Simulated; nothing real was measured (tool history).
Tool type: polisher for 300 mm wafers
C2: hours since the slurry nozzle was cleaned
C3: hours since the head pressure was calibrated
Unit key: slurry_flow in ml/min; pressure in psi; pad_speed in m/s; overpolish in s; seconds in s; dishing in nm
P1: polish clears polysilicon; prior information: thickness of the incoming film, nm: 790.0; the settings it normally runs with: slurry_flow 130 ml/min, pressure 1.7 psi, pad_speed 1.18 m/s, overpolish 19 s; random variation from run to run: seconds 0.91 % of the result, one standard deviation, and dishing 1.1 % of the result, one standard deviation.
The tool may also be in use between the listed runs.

Run 1, hour 10: slurry_flow 130 ml/min, pressure 1.7 psi, pad_speed 1.18 m/s, overpolish 19 s; wafers polished on this pad 613; C2 175.1; C3 185.7. Result: seconds 82.507 s, dishing 44.886 nm.
Run 2, hour 22.1: slurry_flow 130 ml/min, pressure 1.7 psi, pad_speed 1.18 m/s, overpolish 19 s; wafers polished on this pad 741; C2 187.2; C3 197.8. Result: seconds 83.634 s, dishing 45.323 nm.
Run 3, hour 34: slurry_flow 130 ml/min, pressure 2.5 psi, pad_speed 0.64 m/s, overpolish 19 s; wafers polished on this pad 866; C2 199.1; C3 209.7. Result: seconds 104.62 s, dishing 43.346 nm.
Run 4, hour 46.6: slurry_flow 130 ml/min, pressure 1.7 psi, pad_speed 1.18 m/s, overpolish 9 s; wafers polished on this pad 999; C2 211.7; C3 222.3. Result: seconds 81.758 s, dishing 38.49 nm.
Run 5, hour 54.7: slurry_flow 190 ml/min, pressure 1.7 psi, pad_speed 1.18 m/s, overpolish 19 s; wafers polished on this pad 1085; C2 219.8; C3 230.4. Result: seconds 78.122 s, dishing 45.416 nm.
Run 6, hour 62.1: slurry_flow 80 ml/min, pressure 1.7 psi, pad_speed 1.18 m/s, overpolish 19 s; wafers polished on this pad 1163; C2 227.2; C3 237.8. Result: seconds 93.098 s, dishing 44.265 nm.
Run 7, hour 76: slurry_flow 90 ml/min, pressure 1.7 psi, pad_speed 0.76 m/s, overpolish 19 s; wafers polished on this pad 1310; C2 241.1; C3 251.7. Result: seconds 143.56 s, dishing 40.257 nm.
Run 8, hour 87.8: slurry_flow 130 ml/min, pressure 1.7 psi, pad_speed 1.18 m/s, overpolish 19 s; wafers polished on this pad 1435; C2 252.9; C3 263.5. Result: seconds 83.529 s, dishing 44.849 nm.
Run 9, hour 94.8: slurry_flow 130 ml/min, pressure 1.7 psi, pad_speed 1.18 m/s, overpolish 19 s; wafers polished on this pad 1508; C2 259.9; C3 270.5. Result: seconds 82.368 s, dishing 45.231 nm.
Run 10, hour 107.9: slurry_flow 130 ml/min, pressure 1.7 psi, pad_speed 1.18 m/s, overpolish 34 s; wafers polished on this pad 1647; C2 273; C3 283.6. Result: seconds 83.572 s, dishing 45.121 nm.
Run 11, hour 121.3: slurry_flow 130 ml/min, pressure 1.7 psi, pad_speed 1.78 m/s, overpolish 19 s; wafers polished on this pad 1788; C2 286.4; C3 297. Result: seconds 56.016 s, dishing 45.456 nm.
Run 12, hour 133.4: slurry_flow 130 ml/min, pressure 1.7 psi, pad_speed 0.54 m/s, overpolish 19 s; wafers polished on this pad 1916; C2 298.5; C3 309.1. Result: seconds 181.22 s, dishing 37.841 nm.
Run 13, hour 146.4: slurry_flow 130 ml/min, pressure 1.1 psi, pad_speed 1.18 m/s, overpolish 19 s; wafers polished on this pad 2054; C2 311.5; C3 322.1. Result: seconds 129.61 s, dishing 41.555 nm.
Run 14, hour 155: slurry_flow 130 ml/min, pressure 2.7 psi, pad_speed 1.18 m/s, overpolish 19 s; wafers polished on this pad 2144; C2 320.1; C3 330.7. Result: seconds 51.997 s, dishing 45.712 nm.

Run 15 comes next. What will it give?
Run 15, hour 161.4: slurry_flow 130 ml/min, pressure 1.7 psi, pad_speed 1.18 m/s, overpolish 19 s; wafers polished on this pad 2212; C2 326.5; C3 337.1. Result: seconds ?, dishing ?.

{"run 15": {"seconds": 82.753, "dishing": 44.736}}
